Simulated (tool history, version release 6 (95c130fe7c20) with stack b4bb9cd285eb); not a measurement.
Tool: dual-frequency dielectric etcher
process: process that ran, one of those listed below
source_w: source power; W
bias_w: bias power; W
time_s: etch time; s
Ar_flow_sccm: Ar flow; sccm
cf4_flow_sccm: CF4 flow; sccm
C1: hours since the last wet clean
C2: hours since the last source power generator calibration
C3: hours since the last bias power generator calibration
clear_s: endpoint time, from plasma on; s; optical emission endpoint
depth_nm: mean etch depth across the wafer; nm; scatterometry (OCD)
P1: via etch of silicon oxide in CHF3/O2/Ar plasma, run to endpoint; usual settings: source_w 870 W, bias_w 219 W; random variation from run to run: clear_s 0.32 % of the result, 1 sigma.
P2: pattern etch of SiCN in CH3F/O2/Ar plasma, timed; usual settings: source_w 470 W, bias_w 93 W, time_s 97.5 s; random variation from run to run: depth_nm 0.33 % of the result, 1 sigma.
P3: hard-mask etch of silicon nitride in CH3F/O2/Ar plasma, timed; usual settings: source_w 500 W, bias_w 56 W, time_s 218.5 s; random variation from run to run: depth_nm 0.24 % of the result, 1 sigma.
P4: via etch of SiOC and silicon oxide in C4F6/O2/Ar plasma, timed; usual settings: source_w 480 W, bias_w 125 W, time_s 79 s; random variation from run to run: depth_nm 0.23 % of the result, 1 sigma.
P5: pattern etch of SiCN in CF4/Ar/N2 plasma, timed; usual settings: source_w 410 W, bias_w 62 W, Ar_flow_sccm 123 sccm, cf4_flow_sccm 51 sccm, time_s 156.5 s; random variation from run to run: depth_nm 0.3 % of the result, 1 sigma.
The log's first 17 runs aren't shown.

Run 18, hour 116.2: process P2, source_w 470 W, bias_w 93 W, time_s 131 s; C1 348.5; C2 77.2; C3 83.9. Result: depth_nm 57.281 nm.
Run 19, hour 122.8: process P5, source_w 410 W, bias_w 62 W, time_s 156.5 s, Ar_flow_sccm 123 sccm, cf4_flow_sccm 68 sccm; C1 355.1; C2 83.8; C3 90.5. Result: depth_nm 113.58 nm.
Run 20, hour 131.1: process P1, source_w 720 W, bias_w 168 W; C1 363.4; C2 92.1; C3 98.8. Result: clear_s 391.6 s.
Run 21, hour 139.8: process P3, source_w 500 W, bias_w 56 W, time_s 218.5 s; C1 372.1; C2 100.8; C3 107.5. Result: depth_nm 150.56 nm.
Run 22, hour 144.5: process P2, source_w 470 W, bias_w 93 W, time_s 97.5 s; C1 376.8; C2 105.5; C3 112.2. Result: depth_nm 42.363 nm.
Run 23, hour 150.9: process P4, source_w 310 W, bias_w 125 W, time_s 79 s; C1 383.2; C2 111.9; C3 118.6. Result: depth_nm 71.154 nm.
Run 24, hour 158.1: process P1, source_w 620 W, bias_w 219 W; C1 390.4; C2 119.1; C3 125.8. Result: clear_s 378.04 s.
Run 25, hour 164.8: process P5, source_w 410 W, bias_w 62 W, time_s 156.5 s, Ar_flow_sccm 76 sccm, cf4_flow_sccm 51 sccm; C1 397.1; C2 125.8; C3 132.5. Result: depth_nm 116.8 nm.
Run 26, hour 169.4: process P1, source_w 870 W, bias_w 303 W; C1 401.7; C2 130.4; C3 137.1. Result: clear_s 298.43 s.
Run 27, hour 177.4: process P4, source_w 480 W, bias_w 125 W, time_s 79 s; C1 409.7; C2 138.4; C3 145.1. Result: depth_nm 84.502 nm.
At hour 178.7: wet clean of the chamber.
Run 28, hour 186.4: process P2, source_w 470 W, bias_w 93 W, time_s 97.5 s; C1 7.8; C2 147.4; C3 154.1. Result: depth_nm 42.759 nm.
Run 29, hour 193.9: process P1, source_w 650 W, bias_w 173 W; C1 15.3; C2 154.9; C3 161.6. Result: clear_s 403.06 s.
Run 30, hour 201.5: process P1, source_w 870 W, bias_w 219 W; C1 22.9; C2 162.5; C3 169.2. Result: clear_s 334.58 s.
Run 31, hour 206.6: process P3, source_w 500 W, bias_w 56 W, time_s 218.5 s; C1 28; C2 167.6; C3 174.3. Result: depth_nm 151.02 nm.
Run 32, hour 211.9: process P1, source_w 870 W, bias_w 219 W; C1 33.3; C2 172.9; C3 179.6. Result: clear_s 334.4 s.
Run 33, hour 220.7: process P1, source_w 870 W, bias_w 219 W; C1 42.1; C2 181.7; C3 188.4. Result: clear_s 335.73 s.
Run 34, hour 227.9: process P1, source_w 870 W, bias_w 219 W; C1 49.3; C2 188.9; C3 195.6. Result: clear_s 340.08 s.
Run 35, hour 234.3: process P1, source_w 870 W, bias_w 219 W; C1 55.7; C2 195.3; C3 202. Result: clear_s 337.17 s.
Run 36, hour 242.2: process P1, source_w 870 W, bias_w 219 W; C1 63.6; C2 203.2; C3 209.9. Result: clear_s 339.84 s.
Run 37, hour 249: process P1, source_w 870 W, bias_w 219 W; C1 70.4; C2 210; C3 216.7. Result: clear_s 339.43 s.
Run 38, hour 253.6: process P1, source_w 870 W, bias_w 219 W; C1 75; C2 214.6; C3 221.3. Result: clear_s 339.56 s.
At hour 258.6: wet clean of the chamber.
Run 39, hour 261.2: process P1, source_w 870 W, bias_w 219 W; C1 2.7; C2 222.2; C3 228.9. Result: clear_s 339.42 s.
Run 40, hour 265.8: process P1, source_w 870 W, bias_w 219 W; C1 7.3; C2 226.8; C3 233.5. Result: clear_s 340.28 s.

Run 41 comes next. What will it give?
Run 41, hour 273: process P1, source_w 870 W, bias_w 219 W; C1 14.5; C2 234; C3 240.7. Result: clear_s ?.

Run 41 gave clear_s 341.08 s.
